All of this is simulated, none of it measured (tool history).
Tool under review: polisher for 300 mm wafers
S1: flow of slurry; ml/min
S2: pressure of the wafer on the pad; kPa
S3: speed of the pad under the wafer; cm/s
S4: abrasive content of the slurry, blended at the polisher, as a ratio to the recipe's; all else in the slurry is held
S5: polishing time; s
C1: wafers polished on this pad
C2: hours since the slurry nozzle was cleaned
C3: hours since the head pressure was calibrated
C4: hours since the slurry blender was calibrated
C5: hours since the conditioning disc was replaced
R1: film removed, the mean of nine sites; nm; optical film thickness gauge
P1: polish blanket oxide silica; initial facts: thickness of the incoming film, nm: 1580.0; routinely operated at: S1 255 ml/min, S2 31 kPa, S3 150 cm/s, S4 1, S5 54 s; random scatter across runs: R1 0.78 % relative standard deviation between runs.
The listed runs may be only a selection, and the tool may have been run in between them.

run,hour,S1,S2,S3,S4,S5,C1,C2,C3,C4,C5,R1
1,4,255,31,150,1,54,469,170.3,372.8,189.4,290.2,198.53
2,6.6,255,31,80,1,54,501,172.9,375.4,192,292.8,121.47
3,10,370,31,150,1,54,542,176.3,378.8,195.4,296.2,203.42
4,13.7,255,31,150,1,54,587,180,382.5,199.1,299.9,200.69
5,17.9,255,49.6,150,1,54,639,184.2,386.7,203.3,304.1,319.1
6,20.4,255,31,230,1,54,669,186.7,389.2,205.8,306.6,279.23
7,24.3,255,31,150,1,54,717,190.6,393.1,209.7,310.5,202.46
8,28.9,255,31,150,1,54,773,195.2,397.7,214.3,315.1,199.22
9,32.4,255,31,150,1.35,54,816,198.7,401.2,217.8,318.6,228.07
10,37.3,180,31,192,1,54,875,203.6,406.1,222.7,323.5,232.71
# hour 37.7: slurry blender recalibrated
11,41.6,155,31,150,1,54,928,207.9,410.4,4,327.8,184.06
# hour 44.4: head pressure recalibrated
12,45.3,255,31,150,1,54,973,211.6,1,7.7,331.5,197.23
13,50,255,31,150,1,71,1030,216.3,5.7,12.4,336.2,265.34
14,52.4,255,15.2,150,1,54,1060,218.7,8.1,14.8,338.6,98.459
15,56.9,255,31,150,1,33,1114,223.2,12.6,19.3,343.1,120.93
16,60.5,255,31,150,0.5,54,1158,226.8,16.2,22.9,346.7,137.62
17,65.1,255,31,150,1,54,1215,231.4,20.8,27.5,351.3,200.41
18,69.9,255,31,150,1,54,1273,236.2,25.6,32.3,356.1,201.02
19,72.6,255,31,150,1,54,1306,238.9,28.3,35,358.8,194.48
20,76.5,255,31,150,1,54,1354,242.8,32.2,38.9,362.7,192.69
21,81,255,31,150,1,54,1409,247.3,36.7,43.4,367.2,185.29
22,85,255,31,150,1,54,1457,251.3,40.7,47.4,371.2,185.39
# hour 87.1: conditioning disc replaced and pad reconditioned
# hour 88.6: slurry nozzle cleaned
23,88.6,255,31,150,1,54,1501,0,44.3,51,1.6,183.06
# hour 89.6: head pressure recalibrated
24,92.1,255,31,150,1,54,1544,3.5,2.6,54.5,5.1,184.28
25,95.5,255,31,150,1,54,1585,6.9,6,57.9,8.5,182.46
26,99.3,255,31,150,1,54,1632,10.7,9.8,61.7,12.3,182.02
27,103.1,255,31,150,1,54,1678,14.5,13.6,65.5,16.1,180.47
28,106.1,255,31,150,1,54,1715,17.5,16.6,68.5,19.1,182.19

What P1 gives has crept off from where it sat before. The 2 causes that follow fit the log equally well, each at the size noted:
A: removal rate lost through wear of the pad, % = 8.3
B: abrasive missing from the slurry, % = 16.6
At approximately hour 69.9, the process output began to creep.
Ruled out, with reasons:
slurry flow missing at the pad, %: serviced at hour 88.6, after the change had begun; the process did not return to its earlier output
head's pressure below its setpoint, %: serviced at hour 89.6, after the change had begun; the process did not return to its earlier output
time polished since the conditioner stopped cutting, s: serviced at hour 87.1, after the change had begun; the process did not return to its earlier output

Which of the 4 check runs listed below, each an average over 5 wafers with its results shown as question marks, gives clearly different results under the different listed causes?
check 1,109.1,255,23.4,150,1,33,,,,,,?
check 2,109.1,255,42.7,150,1,54,,,,,,?
check 3,109.1,255,47.6,150,1.2,54,,,,,,?
check 4,109.1,255,31,150,0.5,54,,,,,,?

Outcome of each check run for each possible cause:
check,result,if A,if B
check 1,R1,84.465,84.468
check 2,R1,252.04,252.05
check 3,R1,303.49,306
check 4,R1,125.77,121.98
Smallest distance between any two causes, each pair judged by its most separating result, in per cent: check 1 0 %; check 2 0 %; check 3 0.82 %; check 4 3.06 %
Only check 4 tells the causes apart: in the others they would give nearly the same result.

Then check 4 was run and gave: R1 122.18 nm. Which cause is it?

It is B: abrasive missing from the slurry, %.
